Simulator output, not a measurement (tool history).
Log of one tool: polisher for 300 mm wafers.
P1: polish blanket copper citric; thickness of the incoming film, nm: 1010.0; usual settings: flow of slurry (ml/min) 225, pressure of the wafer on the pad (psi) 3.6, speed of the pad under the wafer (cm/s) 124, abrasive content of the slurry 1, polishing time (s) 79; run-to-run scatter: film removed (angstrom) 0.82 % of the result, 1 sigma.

| run | day | flow of slurry (ml/min) | pressure of the wafer on the pad (psi) | speed of the pad under the wafer (cm/s) | abrasive content of the slurry | polishing time (s) | wafers polished on this pad | hours since the slurry nozzle was cleaned | hours since the head pressure was calibrated | hours since the slurry blender was calibrated | film removed (angstrom) |
|---|---|---|---|---|---|---|---|---|---|---|---|
| 1 | 0.254 | 225 | 3.6 | 124 | 1 | 79 | 216 | 72.6 | 159.1 | 163.1 | 2432.2 |
| 2 | 0.538 | 225 | 3.6 | 124 | 1 | 79 | 256 | 79.4 | 165.9 | 169.9 | 2421.1 |
|  | 0.696 | worn pad replaced by a new one |
| 3 | 0.792 | 290 | 3.6 | 124 | 1 | 79 | 13 | 85.5 | 172 | 176 | 2541 |
| 4 | 1.096 | 135 | 3.6 | 124 | 1 | 79 | 57 | 92.8 | 179.3 | 183.3 | 2289.2 |
| 5 | 1.296 | 225 | 3.6 | 124 | 0.65 | 79 | 86 | 97.6 | 184.1 | 188.1 | 2241.2 |
| 6 | 1.533 | 225 | 3.6 | 124 | 1 | 79 | 120 | 103.3 | 189.8 | 193.8 | 2461.5 |
| 7 | 1.792 | 225 | 3.6 | 124 | 1 | 122 | 157 | 109.5 | 196 | 200 | 3783.9 |
| 8 | 2.146 | 225 | 4.9 | 124 | 1 | 79 | 208 | 118 | 204.5 | 208.5 | 3372.6 |
|  | 2.338 | slurry nozzle cleaned |
| 9 | 2.458 | 225 | 1.9 | 124 | 1 | 79 | 253 | 2.9 | 212 | 216 | 1303.6 |
| 10 | 2.767 | 225 | 5.2 | 124 | 0.75 | 79 | 297 | 10.3 | 219.4 | 223.4 | 3319 |
| 11 | 3.008 | 225 | 3.6 | 124 | 1 | 52 | 332 | 16.1 | 225.2 | 229.2 | 1624 |
| 12 | 3.192 | 225 | 3.6 | 56 | 1 | 79 | 359 | 20.5 | 229.6 | 233.6 | 1135.1 |
| 13 | 3.392 | 225 | 3.6 | 188 | 1 | 79 | 387 | 25.3 | 234.4 | 238.4 | 3679.6 |
| 14 | 3.558 | 225 | 3.6 | 124 | 1 | 79 | 411 | 29.3 | 238.4 | 242.4 | 2428.5 |
| 15 | 3.804 | 225 | 3.6 | 124 | 1.45 | 79 | 447 | 35.2 | 244.3 | 248.3 | 2665.6 |
| 16 | 3.967 | 135 | 3.6 | 124 | 0.65 | 79 | 470 | 39.1 | 248.2 | 252.2 | 2097.8 |
| 17 | 4.275 | 225 | 3.6 | 124 | 1 | 79 | 514 | 46.5 | 255.6 | 259.6 | 2454.6 |
| 18 | 4.558 | 225 | 3.6 | 124 | 1 | 79 | 555 | 53.3 | 262.4 | 266.4 | 2458 |
| 19 | 4.9 | 225 | 3.6 | 124 | 1 | 79 | 604 | 61.5 | 270.6 | 274.6 | 2428.3 |

Forecast run 20:
| 20 | 5.096 | 225 | 3.6 | 124 | 1 | 79 | 632 | 66.2 | 275.3 | 279.3 | ? |

film removed (angstrom): 2355.3
